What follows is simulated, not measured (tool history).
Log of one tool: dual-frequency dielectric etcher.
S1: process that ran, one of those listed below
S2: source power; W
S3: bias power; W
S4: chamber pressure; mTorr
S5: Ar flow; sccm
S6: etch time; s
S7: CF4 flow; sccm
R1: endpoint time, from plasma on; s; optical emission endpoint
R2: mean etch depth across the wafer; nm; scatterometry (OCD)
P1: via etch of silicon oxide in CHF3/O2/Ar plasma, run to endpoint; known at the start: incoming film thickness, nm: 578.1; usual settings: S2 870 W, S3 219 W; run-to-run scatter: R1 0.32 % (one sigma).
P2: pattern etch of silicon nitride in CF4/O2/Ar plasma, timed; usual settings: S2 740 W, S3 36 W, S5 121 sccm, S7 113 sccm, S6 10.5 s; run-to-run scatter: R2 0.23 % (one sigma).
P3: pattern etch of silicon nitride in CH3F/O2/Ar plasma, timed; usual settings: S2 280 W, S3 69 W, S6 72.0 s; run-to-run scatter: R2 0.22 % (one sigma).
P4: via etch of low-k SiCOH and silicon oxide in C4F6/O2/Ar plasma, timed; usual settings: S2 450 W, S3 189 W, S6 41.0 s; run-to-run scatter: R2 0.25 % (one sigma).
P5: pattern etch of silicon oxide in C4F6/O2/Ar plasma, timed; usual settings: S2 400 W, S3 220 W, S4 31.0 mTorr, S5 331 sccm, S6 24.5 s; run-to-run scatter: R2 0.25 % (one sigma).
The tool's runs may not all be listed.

run,day,S1,S2,S3,S4,S5,S6,S7,R1,R2
1,0.129,P1,870,219,,,,,232.89,
2,0.312,P5,400,220,31.0,331,24.5,,,80.817
3,0.438,P4,450,189,,,52.0,,,147.560
4,0.617,P1,870,142,,,,,268.23,
# day 0.717: wet clean of the chamber
5,0.742,P1,1040,156,,,,,242.93,
6,0.829,P1,700,219,,,,,253.12,
7,0.917,P2,740,36,,121,10.5,68,,23.961
8,1.029,P2,740,36,,121,7.5,113,,18.491
9,1.162,P1,870,281,,,,,214.20,
10,1.254,P4,630,189,,,41.0,,,132.680
11,1.388,P5,400,220,38.5,331,24.5,,,78.785
12,1.517,P5,400,220,31.0,331,24.5,,,81.311
13,1.612,P2,740,36,,145,10.5,113,,25.289
14,1.729,P3,280,69,,,72.0,,,44.527
15,1.867,P1,870,219,,,,,233.07,
16,2.067,P5,260,220,31.0,331,24.5,,,68.840
17,2.179,P4,450,189,,,41.0,,,115.820
18,2.279,P3,280,88,,,72.0,,,48.389
19,2.400,P3,280,69,,,47.5,,,29.376
20,2.525,P2,570,36,,121,10.5,113,,20.615
21,2.700,P3,390,69,,,72.0,,,50.347
22,2.858,P1,870,219,,,,,233.32,
23,3.004,P1,1170,219,,,,,208.20,
24,3.142,P1,870,219,,,,,233.40,
25,3.333,P3,280,69,,,72.0,,,44.554
26,3.421,P4,450,189,,,41.0,,,116.110
27,3.558,P5,400,162,31.0,331,24.5,,,73.399
28,3.679,P1,870,219,,,,,232.65,
29,3.817,P2,740,23,,121,10.5,113,,22.610
30,4.000,P5,400,220,31.0,331,37.0,,,122.620
31,4.121,P4,450,262,,,41.0,,,128.500
32,4.225,P2,740,36,,121,10.5,113,,25.899
33,4.400,P5,400,220,31.0,457,24.5,,,77.869
34,4.550,P1,870,219,,,,,234.39,
35,4.725,P1,870,219,,,,,231.13,
36,4.838,P1,870,219,,,,,231.06,
37,5.004,P1,870,219,,,,,229.65,
38,5.104,P1,870,219,,,,,230.54,
# day 5.112: wet clean of the chamber
39,5.229,P1,870,219,,,,,229.67,
40,5.412,P1,870,219,,,,,229.20,
41,5.517,P1,870,219,,,,,228.07,
42,5.608,P1,870,219,,,,,228.65,

What P1 gives has crept away from where it was. These 2 causes fit the log equally well, each at the size given:
A: bias power that arrives over what is set, % = 4.75
B: source power that arrives over what is set, % = 4.25
The creep began at about day 4.550.
Why every other cause is out:
chamber walls in a state that raises the etch rate, %: serviced at day 5.112, which brought nothing back

4 check runs are offered, one wafer each, their results left as question marks. Which one tells the causes apart?
check 1,5.700,P3,280,80,,,50.5,,,?
check 2,5.700,P2,740,25,,121,10.5,113,,?
check 3,5.700,P5,260,220,31.0,443,24.5,,,?
check 4,5.700,P4,590,253,,,41.0,,,?

What each check would give under each cause:
check,result,if A,if B
check 1,R2,33.414,33.374
check 2,R2,23.414,23.961
check 3,R2,67.712,67.718
check 4,R2,144.050,144.150
How far apart the two closest causes lie, in the result that separates them most: check 1 0.12 %; check 2 2.31 %; check 3 0.01 %; check 4 0.07 %
Only check 2 tells the causes apart: in the others they would give nearly the same result.

Then check 2 was run and gave: R2 24.087 nm. Which cause is it?

It is B: source power that arrives over what is set, %.

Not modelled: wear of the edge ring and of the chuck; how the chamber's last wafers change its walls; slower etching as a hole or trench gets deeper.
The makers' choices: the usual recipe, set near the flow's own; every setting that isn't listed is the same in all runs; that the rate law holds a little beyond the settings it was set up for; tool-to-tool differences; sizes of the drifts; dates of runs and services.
